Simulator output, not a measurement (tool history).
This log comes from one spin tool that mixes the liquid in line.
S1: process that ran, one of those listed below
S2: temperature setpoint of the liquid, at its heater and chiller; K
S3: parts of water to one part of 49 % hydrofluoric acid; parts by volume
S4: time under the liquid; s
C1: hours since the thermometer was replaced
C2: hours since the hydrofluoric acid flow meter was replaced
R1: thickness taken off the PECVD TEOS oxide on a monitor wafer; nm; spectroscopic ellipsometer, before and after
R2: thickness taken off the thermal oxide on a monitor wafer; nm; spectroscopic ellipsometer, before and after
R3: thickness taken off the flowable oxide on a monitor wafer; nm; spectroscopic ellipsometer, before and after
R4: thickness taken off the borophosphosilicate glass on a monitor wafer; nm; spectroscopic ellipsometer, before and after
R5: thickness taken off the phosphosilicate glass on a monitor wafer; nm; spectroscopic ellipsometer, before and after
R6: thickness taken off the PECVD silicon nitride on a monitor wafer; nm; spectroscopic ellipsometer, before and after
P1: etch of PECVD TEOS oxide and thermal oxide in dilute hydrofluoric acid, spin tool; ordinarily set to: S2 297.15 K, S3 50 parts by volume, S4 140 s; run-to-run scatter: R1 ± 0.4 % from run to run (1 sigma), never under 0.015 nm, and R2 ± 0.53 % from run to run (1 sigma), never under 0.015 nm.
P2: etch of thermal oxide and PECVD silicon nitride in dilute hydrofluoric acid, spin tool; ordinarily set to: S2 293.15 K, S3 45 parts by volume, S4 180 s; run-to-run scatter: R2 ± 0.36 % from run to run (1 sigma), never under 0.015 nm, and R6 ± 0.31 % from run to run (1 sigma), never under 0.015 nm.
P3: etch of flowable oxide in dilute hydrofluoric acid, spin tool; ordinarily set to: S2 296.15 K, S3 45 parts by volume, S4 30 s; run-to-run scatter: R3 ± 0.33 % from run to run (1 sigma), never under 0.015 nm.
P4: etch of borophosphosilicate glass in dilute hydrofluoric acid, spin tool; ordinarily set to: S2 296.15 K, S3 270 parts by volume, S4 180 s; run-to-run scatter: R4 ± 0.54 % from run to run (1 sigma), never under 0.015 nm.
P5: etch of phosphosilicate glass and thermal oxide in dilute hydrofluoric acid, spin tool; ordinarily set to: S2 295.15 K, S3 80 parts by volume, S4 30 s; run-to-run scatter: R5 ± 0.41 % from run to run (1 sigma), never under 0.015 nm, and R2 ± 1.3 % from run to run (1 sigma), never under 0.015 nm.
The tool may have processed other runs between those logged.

run	day	S1	S2	S3	S4	C1	C2	R1	R2	R3	R4	R5	R6
1	0.229	P1	297.15	50	140	1256.7	1279.8	34.022	14.53800				
2	0.429	P3	296.15	45	30	1261.5	1284.6			19.639			
3	0.642	P1	297.15	50	140	1266.6	1289.7	34.128	14.70500				
4	0.904	P4	296.15	270	35	1272.9	1296.0				3.5765		
5	1.179	P1	297.15	50	140	1279.5	1302.6	34.383	14.50500				
6	1.479	P1	303.65	50	140	1286.7	1309.8	44.762	18.91700				
7	1.758	P5	295.15	80	15	1293.4	1316.5		0.82248			35.024	
8	1.917	P4	292.15	270	180	1297.2	1320.3				16.0280		
9	2.092	P1	297.15	50	225	1301.4	1324.5	55.108	23.49700				
10	2.317	P5	290.15	80	30	1306.8	1329.9		1.34270			56.999	
11	2.554	P4	296.15	270	180	1312.5	1335.6				18.4640		
12	2.862	P2	293.15	20	180	1319.9	1343.0		38.84200				37.617
13	3.033	P3	296.15	45	60	1324.0	1347.1			39.138			
14	3.221	P1	297.15	50	140	1328.5	1351.6	34.063	14.61600				
15	3.483	P1	290.15	50	260	1334.8	1357.9	47.332	20.19900				
16	3.704	P3	296.15	20	30	1340.1	1363.2			45.435			
17	3.925	P4	296.15	85	180	1345.4	1368.5				71.9880		
18	4.096	P1	297.15	50	55	1349.5	1372.6	13.553	5.71760				
19	4.246	P2	300.15	45	180	1353.1	1376.2		22.50600				27.545
20	4.479	P3	296.15	45	30	1358.7	1381.8			19.572			
21	4.721	P5	295.15	80	30	1364.5	1387.6		1.67900			70.002	
22	5.004	P1	293.15	50	140	1371.3	1394.4	28.957	12.39000				
23	5.188	P5	295.15	145	30	1375.7	1398.8		0.83608			36.300	
24	5.450	P1	297.15	20	140	1382.0	1405.1	89.157	38.27700				
25	5.654	P3	301.15	45	30	1386.9	1410.0			23.804			
26	5.812	P1	297.15	50	140	1390.7	1413.8	34.250	14.53400				
27	6.029	P2	293.15	45	305	1395.9	1419.0		28.27800				29.137
28	6.250	P2	293.15	45	180	1401.2	1424.3		16.58100				17.215
29	6.471	P1	297.15	70	140	1406.5	1429.6	24.011	10.11600				
30	6.700	P1	297.15	50	140	1412.0	1435.1	34.511	14.58300				
31	6.917	P1	297.15	50	140	1417.2	1440.3	35.730	15.22000				
32	7.092	P1	297.15	50	140	1421.4	1444.5	36.549	15.45400				
33	7.354	P1	297.15	50	140	1427.7	1450.8	37.140	15.63300				
34	7.638	P1	297.15	50	140	1434.5	1457.6	37.479	16.08000				
35	7.858	P1	297.15	50	140	1439.8	1462.9	37.463	15.95600				
36	8.146	P1	297.15	50	140	1446.7	1469.8	37.720	15.98500				

The log shows P1 creeping away from where it was. Any of the 2 causes listed here, at the size stated for it, fits the log just as well as the others:
A: liquid hotter than its thermometer reads (K) = 2.23
B: hydrofluoric acid flow above the setpoint (%) = 8.9
The gradual shift began around day 6.700.

The check runs listed below each take one wafer, and their results are still question marks. Under which run would the listed causes lead to clearly different results?
check 1	8.433	P4	296.15	130	45						?		
check 2	8.433	P2	299.15	25	180				?				?
check 3	8.433	P3	296.15	30	45					?			
check 4	8.433	P5	290.15	80	30				?			?	

Predicted outcomes, by check and by cause:
check	result	if A	if B
check 1	R4	12.1430	12.2790
check 2	R2	43.43100	43.27600
check 2	R6	53.259	49.795
check 3	R3	49.320	49.082
check 4	R2	1.47610	1.47320
check 4	R5	62.724	62.600
Distance between the nearest two causes, measured in the result of the check that separates them most: check 1 1.11 %; check 2 6.72 %; check 3 0.48 %; check 4 0.2 %
The other checks would show nearly matching results whichever cause is true, so check 2 is the only one that separates the causes.

Then check 2 was run and gave: R2 43.44400 nm; R6 53.401 nm. Which cause is it?

It is A: liquid hotter than its thermometer reads (K).
